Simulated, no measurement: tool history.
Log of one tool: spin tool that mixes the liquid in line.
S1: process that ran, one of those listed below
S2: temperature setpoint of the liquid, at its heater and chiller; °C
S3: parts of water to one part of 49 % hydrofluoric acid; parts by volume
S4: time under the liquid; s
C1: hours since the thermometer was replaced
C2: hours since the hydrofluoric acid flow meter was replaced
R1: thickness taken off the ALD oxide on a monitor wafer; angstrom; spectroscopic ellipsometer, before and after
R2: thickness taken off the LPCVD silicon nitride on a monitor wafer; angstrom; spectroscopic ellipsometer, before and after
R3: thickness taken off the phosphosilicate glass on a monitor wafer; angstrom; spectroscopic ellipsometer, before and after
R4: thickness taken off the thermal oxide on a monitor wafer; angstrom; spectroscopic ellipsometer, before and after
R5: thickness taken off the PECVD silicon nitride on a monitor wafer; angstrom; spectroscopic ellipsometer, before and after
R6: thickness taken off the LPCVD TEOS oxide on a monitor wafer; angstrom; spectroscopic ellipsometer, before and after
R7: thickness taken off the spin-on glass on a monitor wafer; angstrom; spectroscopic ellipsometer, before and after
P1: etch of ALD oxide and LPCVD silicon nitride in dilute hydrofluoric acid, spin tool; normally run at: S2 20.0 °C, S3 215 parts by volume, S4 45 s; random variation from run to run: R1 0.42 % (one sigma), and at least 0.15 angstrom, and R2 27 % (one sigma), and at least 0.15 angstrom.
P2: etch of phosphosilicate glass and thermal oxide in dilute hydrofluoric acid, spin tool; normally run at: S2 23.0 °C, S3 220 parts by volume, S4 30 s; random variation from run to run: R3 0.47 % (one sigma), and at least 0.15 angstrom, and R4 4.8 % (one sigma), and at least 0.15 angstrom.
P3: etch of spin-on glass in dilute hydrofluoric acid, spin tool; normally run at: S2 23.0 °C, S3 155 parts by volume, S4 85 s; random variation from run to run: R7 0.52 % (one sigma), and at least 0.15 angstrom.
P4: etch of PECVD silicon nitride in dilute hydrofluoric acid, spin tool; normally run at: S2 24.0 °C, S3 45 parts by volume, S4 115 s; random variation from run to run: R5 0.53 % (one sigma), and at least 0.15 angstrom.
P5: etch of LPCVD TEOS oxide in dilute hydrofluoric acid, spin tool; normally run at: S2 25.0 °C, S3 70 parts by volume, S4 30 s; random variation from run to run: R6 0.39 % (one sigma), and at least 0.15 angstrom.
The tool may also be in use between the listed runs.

run,hour,S1,S2,S3,S4,C1,C2,R1,R2,R3,R4,R5,R6,R7
1,17.2,P1,20.0,215,45,130.6,285.6,53.705,1.00460,,,,,
2,28.7,P2,18.0,220,30,142.1,297.1,,,191.40,4.3685,,,
3,45.5,P1,23.5,215,75,158.9,313.9,101.700,3.06190,,,,,
4,59.4,P1,20.0,215,15,172.8,327.8,17.863,0.44174,,,,,
5,75.1,P4,24.0,20,115,188.5,343.5,,,,,267.190,,
6,89.0,P4,24.0,45,115,202.4,357.4,,,,,122.430,,
7,104.7,P1,20.0,215,65,218.1,373.1,77.995,0.87134,,,,,
8,116.9,P1,20.0,380,45,230.3,385.3,26.196,0.45976,,,,,
9,132.0,P2,23.0,330,30,245.4,400.4,,,139.34,3.1703,,,
10,147.2,P5,25.0,70,30,260.6,415.6,,,,,,159.68,
11,163.4,P1,23.5,215,15,276.8,431.8,20.298,0.38491,,,,,
12,175.6,P1,20.0,215,45,289.0,444.0,53.850,0.75563,,,,,
13,184.7,P1,20.0,215,45,298.1,453.1,53.828,1.44210,,,,,
14,197.9,P2,23.0,220,30,311.3,466.3,,,232.38,4.5424,,,
15,215.6,P3,23.0,265,85,329.0,484.0,,,,,,,134.00
16,231.5,P3,23.0,155,170,344.9,499.9,,,,,,,512.76
17,249.5,P2,23.0,220,60,362.9,517.9,,,460.30,10.4260,,,
18,259.1,P3,23.0,155,85,372.5,527.5,,,,,,,256.33
19,274.5,P1,20.0,115,45,387.9,542.9,111.050,1.27540,,,,,
20,282.6,P1,17.0,215,45,396.0,551.0,47.876,0.65648,,,,,
21,295.6,P1,28.5,215,45,409.0,564.0,73.474,2.14110,,,,,
22,313.3,P1,20.0,215,45,426.7,581.7,53.686,0.86820,,,,,
23,329.0,P4,18.0,45,115,442.4,597.4,,,,,80.945,,
24,339.6,P4,24.0,45,15,453.0,608.0,,,,,16.069,,
25,357.0,P5,31.0,70,30,470.4,625.4,,,,,,202.50,
26,375.5,P1,20.0,215,45,488.9,643.9,53.493,1.01140,,,,,
27,385.3,P3,23.0,155,85,498.7,653.7,,,,,,,259.71
28,403.8,P1,20.0,330,70,517.2,672.2,49.017,0.76698,,,,,
29,416.5,P4,24.0,45,115,529.9,684.9,,,,,123.420,,
30,430.6,P3,19.0,155,85,544.0,699.0,,,,,,,218.81
31,441.4,P1,20.0,215,45,554.8,709.8,54.001,1.25900,,,,,
32,450.4,P5,25.0,105,30,563.8,718.8,,,,,,101.73,
33,465.6,P5,25.0,70,55,579.0,734.0,,,,,,292.77,
34,476.8,P1,20.0,215,45,590.2,745.2,54.005,0.99541,,,,,
35,495.2,P1,20.0,215,45,608.6,763.6,51.984,1.05430,,,,,
36,513.6,P1,20.0,215,45,627.0,782.0,51.078,0.52907,,,,,
37,532.1,P1,20.0,215,45,645.5,800.5,50.412,0.54319,,,,,
38,543.1,P1,20.0,215,45,656.5,811.5,50.710,0.29350,,,,,
39,555.2,P1,20.0,215,45,668.6,823.6,50.141,0.55066,,,,,
40,569.1,P1,20.0,215,45,682.5,837.5,50.098,1.15440,,,,,
41,581.5,P1,20.0,215,45,694.9,849.9,49.867,0.57939,,,,,

What P1 gives has crept away from where it was. These 2 causes fit the log equally well, each at the size given:
A: hydrofluoric acid flow below the setpoint (%) = 5.09
B: liquid colder than its thermometer reads (K) = 1.65
The creep began at about hour 476.8.

4 check runs are offered, one wafer each, their results left as question marks. Which one tells the causes apart?
check 1,593.9,P3,23.0,155,85,,,,,,,,,?
check 2,593.9,P5,25.0,70,30,,,,,,,,?,
check 3,593.9,P2,23.0,220,30,,,,,?,?,,,
check 4,593.9,P4,24.0,45,115,,,,,,,?,,

What each check would give under each cause:
check,result,if A,if B
check 1,R7,241.49,240.85
check 2,R6,150.84,149.39
check 3,R3,217.16,217.78
check 3,R4,5.0317,5.0461
check 4,R5,116.480,109.560
How far apart the two closest causes lie, in the result that separates them most: check 1 0.26 %; check 2 0.96 %; check 3 0.29 %; check 4 6.12 %
Check 4 tells the causes apart: in the others they would give nearly the same result.

Then check 4 was run and gave: R5 110.660 angstrom. Which cause is it?

It is B: liquid colder than its thermometer reads (K).

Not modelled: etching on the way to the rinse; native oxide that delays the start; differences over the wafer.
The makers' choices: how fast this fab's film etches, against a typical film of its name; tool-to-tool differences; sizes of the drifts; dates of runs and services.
